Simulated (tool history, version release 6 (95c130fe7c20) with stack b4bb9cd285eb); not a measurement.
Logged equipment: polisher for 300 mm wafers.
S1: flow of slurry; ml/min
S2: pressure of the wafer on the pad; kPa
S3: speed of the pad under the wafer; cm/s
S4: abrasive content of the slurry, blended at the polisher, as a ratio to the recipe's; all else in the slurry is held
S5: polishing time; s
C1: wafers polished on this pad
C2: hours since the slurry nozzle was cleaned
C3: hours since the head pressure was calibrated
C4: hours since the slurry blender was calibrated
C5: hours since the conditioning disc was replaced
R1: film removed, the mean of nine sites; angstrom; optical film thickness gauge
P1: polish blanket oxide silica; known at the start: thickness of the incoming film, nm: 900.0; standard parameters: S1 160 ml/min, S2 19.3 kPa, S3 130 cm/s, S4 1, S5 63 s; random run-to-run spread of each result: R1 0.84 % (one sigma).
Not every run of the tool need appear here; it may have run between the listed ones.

run 1 hour=8.6 | S1=160 S2=19.3 S3=130 S4=1 S5=63 | C1=565 C2=91.5 C3=184.7 C4=219.3 C5=235.7 | R1=1801.9
run 2 hour=16.5 | S1=160 S2=9.7 S3=130 S4=1 S5=63 | C1=619 C2=99.4 C3=192.6 C4=227.2 C5=243.6 | R1=915.25
run 3 hour=26.6 | S1=160 S2=19.3 S3=130 S4=1 S5=63 | C1=687 C2=109.5 C3=202.7 C4=237.3 C5=253.7 | R1=1835.9
run 4 hour=40.1 | S1=160 S2=19.3 S3=130 S4=1.25 S5=63 | C1=779 C2=123 C3=216.2 C4=250.8 C5=267.2 | R1=1995.4
run 5 hour=57.4 | S1=160 S2=19.3 S3=130 S4=1 S5=63 | C1=896 C2=140.3 C3=233.5 C4=268.1 C5=284.5 | R1=1807.3
run 6 hour=71.9 | S1=160 S2=19.3 S3=130 S4=1 S5=63 | C1=994 C2=154.8 C3=248 C4=282.6 C5=299 | R1=1812.4
run 7 hour=84.7 | S1=160 S2=19.3 S3=130 S4=1 S5=63 | C1=1080 C2=167.6 C3=260.8 C4=295.4 C5=311.8 | R1=1807.2
run 8 hour=94 | S1=160 S2=19.3 S3=130 S4=0.55 S5=63 | C1=1143 C2=176.9 C3=270.1 C4=304.7 C5=321.1 | R1=1306.2
run 9 hour=106.9 | S1=160 S2=19.3 S3=68 S4=1 S5=63 | C1=1231 C2=189.8 C3=283 C4=317.6 C5=334 | R1=1082.7
run 10 hour=115.1 | S1=230 S2=19.3 S3=130 S4=1 S5=63 | C1=1286 C2=198 C3=291.2 C4=325.8 C5=342.2 | R1=1886
run 11 hour=124.8 | S1=160 S2=19.3 S3=130 S4=1 S5=90 | C1=1352 C2=207.7 C3=300.9 C4=335.5 C5=351.9 | R1=2557
run 12 hour=135.2 | S1=160 S2=19.3 S3=130 S4=1 S5=63 | C1=1422 C2=218.1 C3=311.3 C4=345.9 C5=362.3 | R1=1807
run 13 hour=149.8 | S1=160 S2=19.3 S3=184 S4=1 S5=41 | C1=1521 C2=232.7 C3=325.9 C4=360.5 C5=376.9 | R1=1547.5
run 14 hour=159.6 | S1=160 S2=19.3 S3=130 S4=1 S5=63 | C1=1587 C2=242.5 C3=335.7 C4=370.3 C5=386.7 | R1=1815.9
run 15 hour=171.2 | S1=160 S2=19.3 S3=202 S4=1 S5=63 | C1=1666 C2=254.1 C3=347.3 C4=381.9 C5=398.3 | R1=2569.9

Forecast run 16:
run 16 hour=179.5 | S1=240 S2=19.3 S3=190 S4=1 S5=63 | C1=1722 C2=262.4 C3=355.6 C4=390.2 C5=406.6 | R1=?

Run 16 measured R1 2570.4 angstrom.
